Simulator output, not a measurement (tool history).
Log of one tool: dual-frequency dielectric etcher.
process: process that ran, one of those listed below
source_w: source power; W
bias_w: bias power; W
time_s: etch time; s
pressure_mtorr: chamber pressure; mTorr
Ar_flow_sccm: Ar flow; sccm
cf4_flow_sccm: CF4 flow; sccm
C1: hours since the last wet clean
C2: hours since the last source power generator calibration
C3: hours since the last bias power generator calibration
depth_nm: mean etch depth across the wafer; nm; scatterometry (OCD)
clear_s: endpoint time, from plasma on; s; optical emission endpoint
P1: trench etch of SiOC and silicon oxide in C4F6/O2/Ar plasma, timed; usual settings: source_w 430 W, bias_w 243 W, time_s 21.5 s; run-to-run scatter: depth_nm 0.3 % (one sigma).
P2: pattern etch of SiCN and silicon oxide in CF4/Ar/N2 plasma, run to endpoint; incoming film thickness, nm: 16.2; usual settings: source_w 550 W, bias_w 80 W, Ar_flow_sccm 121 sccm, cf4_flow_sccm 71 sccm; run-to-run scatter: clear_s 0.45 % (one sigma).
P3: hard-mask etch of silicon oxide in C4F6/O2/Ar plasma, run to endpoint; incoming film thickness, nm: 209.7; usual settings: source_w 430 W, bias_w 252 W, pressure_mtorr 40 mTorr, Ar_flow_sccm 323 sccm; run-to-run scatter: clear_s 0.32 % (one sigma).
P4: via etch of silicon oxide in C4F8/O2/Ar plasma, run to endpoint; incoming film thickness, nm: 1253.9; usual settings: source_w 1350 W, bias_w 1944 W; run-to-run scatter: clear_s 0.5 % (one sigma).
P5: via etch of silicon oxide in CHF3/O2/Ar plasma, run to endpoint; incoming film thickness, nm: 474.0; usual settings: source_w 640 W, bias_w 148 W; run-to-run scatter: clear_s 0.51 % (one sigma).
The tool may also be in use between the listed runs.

Run 1, hour 8.5: process P1, source_w 430 W, bias_w 243 W, time_s 21.5 s; C1 315.4; C2 1562.1; C3 1231.4. Result: depth_nm 47.252 nm.
Run 2, hour 16.8: process P1, source_w 430 W, bias_w 300 W, time_s 21.5 s; C1 323.7; C2 1570.4; C3 1239.7. Result: depth_nm 51.12 nm.
Run 3, hour 24: process P1, source_w 430 W, bias_w 243 W, time_s 21.5 s; C1 330.9; C2 1577.6; C3 1246.9. Result: depth_nm 47.427 nm.
Run 4, hour 33.5: process P1, source_w 430 W, bias_w 243 W, time_s 21.5 s; C1 340.4; C2 1587.1; C3 1256.4. Result: depth_nm 47.674 nm.
Run 5, hour 44.7: process P1, source_w 430 W, bias_w 243 W, time_s 12 s; C1 351.6; C2 1598.3; C3 1267.6. Result: depth_nm 26.545 nm.
Run 6, hour 52.1: process P1, source_w 590 W, bias_w 243 W, time_s 21.5 s; C1 359; C2 1605.7; C3 1275. Result: depth_nm 53.525 nm.
Run 7, hour 64.1: process P1, source_w 430 W, bias_w 243 W, time_s 21.5 s; C1 371; C2 1617.7; C3 1287. Result: depth_nm 47.332 nm.
Run 8, hour 78.6: process P1, source_w 430 W, bias_w 243 W, time_s 21.5 s; C1 385.5; C2 1632.2; C3 1301.5. Result: depth_nm 47.493 nm.
Run 9, hour 92.2: process P5, source_w 460 W, bias_w 148 W; C1 399.1; C2 1645.8; C3 1315.1. Result: clear_s 282.76 s.
Run 10, hour 104.9: process P1, source_w 320 W, bias_w 243 W, time_s 21.5 s; C1 411.8; C2 1658.5; C3 1327.8. Result: depth_nm 42.575 nm.
Run 11, hour 118.2: process P5, source_w 640 W, bias_w 148 W; C1 425.1; C2 1671.8; C3 1341.1. Result: clear_s 245.91 s.
Run 12, hour 127.2: process P3, source_w 430 W, bias_w 252 W, pressure_mtorr 40 mTorr, Ar_flow_sccm 422 sccm; C1 434.1; C2 1680.8; C3 1350.1. Result: clear_s 61.805 s.
Run 13, hour 134.7: process P2, source_w 410 W, bias_w 80 W, Ar_flow_sccm 121 sccm, cf4_flow_sccm 71 sccm; C1 441.6; C2 1688.3; C3 1357.6. Result: clear_s 20.858 s.
Run 14, hour 146: process P3, source_w 430 W, bias_w 252 W, pressure_mtorr 40 mTorr, Ar_flow_sccm 323 sccm; C1 452.9; C2 1699.6; C3 1368.9. Result: clear_s 60.039 s.
Run 15, hour 155.4: process P3, source_w 430 W, bias_w 342 W, pressure_mtorr 40 mTorr, Ar_flow_sccm 323 sccm; C1 462.3; C2 1709; C3 1378.3. Result: clear_s 54.256 s.
Run 16, hour 162.6: process P3, source_w 550 W, bias_w 252 W, pressure_mtorr 40 mTorr, Ar_flow_sccm 323 sccm; C1 469.5; C2 1716.2; C3 1385.5. Result: clear_s 54.863 s.
Run 17, hour 175.9: process P2, source_w 550 W, bias_w 80 W, Ar_flow_sccm 121 sccm, cf4_flow_sccm 97 sccm; C1 482.8; C2 1729.5; C3 1398.8. Result: clear_s 15.41 s.
Run 18, hour 184.2: process P1, source_w 550 W, bias_w 243 W, time_s 14.5 s; C1 491.1; C2 1737.8; C3 1407.1. Result: depth_nm 35.281 nm.
Run 19, hour 194.5: process P4, source_w 1350 W, bias_w 2734 W; C1 501.4; C2 1748.1; C3 1417.4. Result: clear_s 263.51 s.
Run 20, hour 204.5: process P5, source_w 640 W, bias_w 148 W; C1 511.4; C2 1758.1; C3 1427.4. Result: clear_s 246.96 s.
Run 21, hour 219.3: process P3, source_w 430 W, bias_w 252 W, pressure_mtorr 40 mTorr, Ar_flow_sccm 323 sccm; C1 526.2; C2 1772.9; C3 1442.2. Result: clear_s 60.132 s.
Run 22, hour 227.5: process P2, source_w 550 W, bias_w 80 W, Ar_flow_sccm 121 sccm, cf4_flow_sccm 71 sccm; C1 534.4; C2 1781.1; C3 1450.4. Result: clear_s 16.11 s.
Run 23, hour 242.7: process P1, source_w 430 W, bias_w 188 W, time_s 21.5 s; C1 549.6; C2 1796.3; C3 1465.6. Result: depth_nm 43.776 nm.
Run 24, hour 253.1: process P1, source_w 430 W, bias_w 243 W, time_s 29.5 s; C1 560; C2 1806.7; C3 1476. Result: depth_nm 65.309 nm.
Run 25, hour 268.9: process P3, source_w 430 W, bias_w 252 W, pressure_mtorr 31.5 mTorr, Ar_flow_sccm 323 sccm; C1 575.8; C2 1822.5; C3 1491.8. Result: clear_s 58.752 s.
Run 26, hour 280.3: process P4, source_w 1350 W, bias_w 1944 W; C1 587.2; C2 1833.9; C3 1503.2. Result: clear_s 295.76 s.
Run 27, hour 291.4: process P2, source_w 550 W, bias_w 80 W, Ar_flow_sccm 162 sccm, cf4_flow_sccm 71 sccm; C1 598.3; C2 1845; C3 1514.3. Result: clear_s 16.805 s.
Run 28, hour 299.9: process P4, source_w 880 W, bias_w 1944 W; C1 606.8; C2 1853.5; C3 1522.8. Result: clear_s 347.77 s.
Run 29, hour 309.2: process P2, source_w 550 W, bias_w 50 W, Ar_flow_sccm 121 sccm, cf4_flow_sccm 71 sccm; C1 616.1; C2 1862.8; C3 1532.1. Result: clear_s 18.78 s.
Run 30, hour 324.3: process P1, source_w 430 W, bias_w 243 W, time_s 21.5 s; C1 631.2; C2 1877.9; C3 1547.2. Result: depth_nm 47.411 nm.
Run 31, hour 334.5: process P5, source_w 640 W, bias_w 200 W; C1 641.4; C2 1888.1; C3 1557.4. Result: clear_s 224.92 s.
Run 32, hour 349.7: process P1, source_w 430 W, bias_w 243 W, time_s 21.5 s; C1 656.6; C2 1903.3; C3 1572.6. Result: depth_nm 47.382 nm.
Run 33, hour 362.4: process P1, source_w 430 W, bias_w 243 W, time_s 21.5 s; C1 669.3; C2 1916; C3 1585.3. Result: depth_nm 47.814 nm.
Run 34, hour 369.4: process P1, source_w 430 W, bias_w 243 W, time_s 21.5 s; C1 676.3; C2 1923; C3 1592.3. Result: depth_nm 47.92 nm.
Run 35, hour 380.5: process P1, source_w 430 W, bias_w 243 W, time_s 21.5 s; C1 687.4; C2 1934.1; C3 1603.4. Result: depth_nm 48.194 nm.
Run 36, hour 392.1: process P1, source_w 430 W, bias_w 243 W, time_s 21.5 s; C1 699; C2 1945.7; C3 1615. Result: depth_nm 48.048 nm.
At hour 394.9: wet clean of the chamber.
Run 37, hour 401.7: process P1, source_w 430 W, bias_w 243 W, time_s 21.5 s; C1 6.8; C2 1955.3; C3 1624.6. Result: depth_nm 48.263 nm.
Run 38, hour 413.8: process P1, source_w 430 W, bias_w 243 W, time_s 21.5 s; C1 18.9; C2 1967.4; C3 1636.7. Result: depth_nm 48.141 nm.
Run 39, hour 427.8: process P1, source_w 430 W, bias_w 243 W, time_s 21.5 s; C1 32.9; C2 1981.4; C3 1650.7. Result: depth_nm 48.178 nm.
Run 40, hour 440.6: process P1, source_w 430 W, bias_w 243 W, time_s 21.5 s; C1 45.7; C2 1994.2; C3 1663.5. Result: depth_nm 48.38 nm.
Run 41, hour 456.1: process P1, source_w 430 W, bias_w 243 W, time_s 21.5 s; C1 61.2; C2 2009.7; C3 1679. Result: depth_nm 48.174 nm.

What P1 gives has crept away from where it was. These 2 causes fit the log equally well, each at the size given:
A: source power that arrives over what is set, % = 3.95
B: bias power that arrives over what is set, % = 4.52
The creep began at about hour 349.7.
Why every other cause is out:
chamber walls in a state that raises the etch rate, %: serviced at hour 394.9, which brought nothing back

4 check runs are offered, each on 3 wafers whose results are averaged, their results left as question marks. Which one tells the causes apart?
Run check 1, hour 471.6: process P2, source_w 550 W, bias_w 63 W, Ar_flow_sccm 121 sccm, cf4_flow_sccm 96 sccm. Result: clear_s ?.
Run check 2, hour 471.6: process P4, source_w 1140 W, bias_w 2662 W. Result: clear_s ?.
Run check 3, hour 471.6: process P3, source_w 430 W, bias_w 290 W, pressure_mtorr 40 mTorr, Ar_flow_sccm 418 sccm. Result: clear_s ?.
Run check 4, hour 471.6: process P5, source_w 640 W, bias_w 190 W. Result: clear_s ?.

What each check would give under each cause:
  check   result    if A    if B
check 1  clear_s  16.094  16.426
check 2  clear_s  280.52  280.81
check 3  clear_s  58.285   58.25
check 4  clear_s  224.86  224.81
How far apart the two closest causes lie, in the result that separates them most: check 1 2.04 %; check 2 0.1 %; check 3 0.06 %; check 4 0.02 %
Check 1 tells the causes apart: in the others they would give nearly the same result.

Check 1 was then run and gave: clear_s 16.088 s. Which cause is it?

It is A: source power that arrives over what is set, %.
